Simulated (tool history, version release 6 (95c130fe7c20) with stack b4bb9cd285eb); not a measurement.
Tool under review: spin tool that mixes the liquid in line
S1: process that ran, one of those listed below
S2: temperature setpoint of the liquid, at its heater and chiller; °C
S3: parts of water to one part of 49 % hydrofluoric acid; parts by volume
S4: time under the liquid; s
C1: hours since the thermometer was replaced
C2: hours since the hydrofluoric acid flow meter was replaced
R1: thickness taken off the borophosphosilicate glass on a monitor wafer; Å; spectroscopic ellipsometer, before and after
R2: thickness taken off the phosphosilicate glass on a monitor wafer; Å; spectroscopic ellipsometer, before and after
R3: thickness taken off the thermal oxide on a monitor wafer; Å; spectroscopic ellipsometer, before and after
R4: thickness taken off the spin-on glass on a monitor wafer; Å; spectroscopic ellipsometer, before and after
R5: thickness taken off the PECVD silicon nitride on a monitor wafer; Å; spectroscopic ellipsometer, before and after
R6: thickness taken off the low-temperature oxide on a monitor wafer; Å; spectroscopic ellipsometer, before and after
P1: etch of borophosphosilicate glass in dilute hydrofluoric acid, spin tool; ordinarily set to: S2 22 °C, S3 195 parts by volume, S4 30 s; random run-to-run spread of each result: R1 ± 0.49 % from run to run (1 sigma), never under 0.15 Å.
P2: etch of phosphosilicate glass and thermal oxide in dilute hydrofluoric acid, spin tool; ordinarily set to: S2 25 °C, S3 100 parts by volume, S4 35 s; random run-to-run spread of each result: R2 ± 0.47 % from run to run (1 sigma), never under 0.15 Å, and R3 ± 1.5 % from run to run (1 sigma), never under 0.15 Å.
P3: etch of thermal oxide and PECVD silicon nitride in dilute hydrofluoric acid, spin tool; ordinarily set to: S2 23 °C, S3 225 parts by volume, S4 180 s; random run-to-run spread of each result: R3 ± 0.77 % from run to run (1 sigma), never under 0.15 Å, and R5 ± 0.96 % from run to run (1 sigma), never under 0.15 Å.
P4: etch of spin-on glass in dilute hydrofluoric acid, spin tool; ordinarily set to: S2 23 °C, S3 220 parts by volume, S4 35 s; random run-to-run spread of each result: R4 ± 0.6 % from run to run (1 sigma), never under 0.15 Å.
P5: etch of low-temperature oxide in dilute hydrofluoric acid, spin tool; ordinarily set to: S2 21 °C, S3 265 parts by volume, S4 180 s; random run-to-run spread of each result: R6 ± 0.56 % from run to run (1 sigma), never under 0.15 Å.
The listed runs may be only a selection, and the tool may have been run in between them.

run  hour  S1    S2   S3   S4     C1      C2      R1      R2      R3      R4      R5      R6
  1   3.2  P1    22  195   30  874.7  1292.7  50.721
  2   6.5  P1    22  195   30    878    1296   50.34
  3  10.5  P1  28.5  195   30    882    1300  64.456
  4  13.5  P2    20  100   35    885    1303          335.12  13.976
  5  16.2  P1    22  195   50  887.7  1305.7  85.023
  6  18.9  P2    25   50   35  890.4  1308.4          873.86  36.549
  7  21.4  P1    22  320   55  892.9  1310.9  50.089
  8  25.8  P1    22  195   15  897.3  1315.3  24.982
  9  28.6  P1    22  315   30  900.1  1318.1  27.822
 10  32.4  P4    23  220   35  903.9  1321.9                          57.902
 11  35.4  P3    23  225  180  906.9  1324.9                  33.067          26.189
 12  38.7  P2    25  100   35  910.2  1328.2          408.12  17.084
 13  40.6  P1    22  195   30  912.1  1330.1  50.664
 14  42.6  P5  25.5  265  180  914.1  1332.1                                          75.621
 15  45.2  P1    22   90   30  916.7  1334.7  123.24
 16  47.8  P3    23  225  300  919.3  1337.3                  54.321          43.218
 17  49.9  P1    22  195   30  921.4  1339.4  50.091
 18    54  P1    18  195   30  925.5  1343.5  42.752
 19  58.1  P1    22  195   30  929.6  1347.6  50.475
 20  61.4  P3    23  225  180  932.9  1350.9                   32.18           26.25
 21  65.4  P2    25  100   15  936.9  1354.9          174.73  7.0322
 22  67.7  P4    23   35   35  939.2  1357.2                          444.75
 23  70.2  P3    23   45  180  941.7  1359.7                  199.57           124.4
 24  72.8  P1  26.5  195   15  944.3  1362.3  29.895
 25  75.4  P3  18.5  225  180  946.9  1364.9                  27.043            19.6
 26  79.2  P4    19  220   35  950.7  1368.7                          50.204
 27  82.9  P4    23  220   65  954.4  1372.4                          107.08
 28  85.8  P5    21  265   95  957.3  1375.3                                          33.824
 29  89.4  P2    25  100   35  960.9  1378.9          409.14  16.876
 30  92.7  P5    21  265  180  964.2  1382.2                                          64.569
 31  94.8  P5    21  265  180  966.3  1384.3                                          63.587

What does the tool deliver on the next run?
 32  97.9  P5  21  105  180  969.4  1387.4                       ?

{"run 32": {"R6": 192.67}}
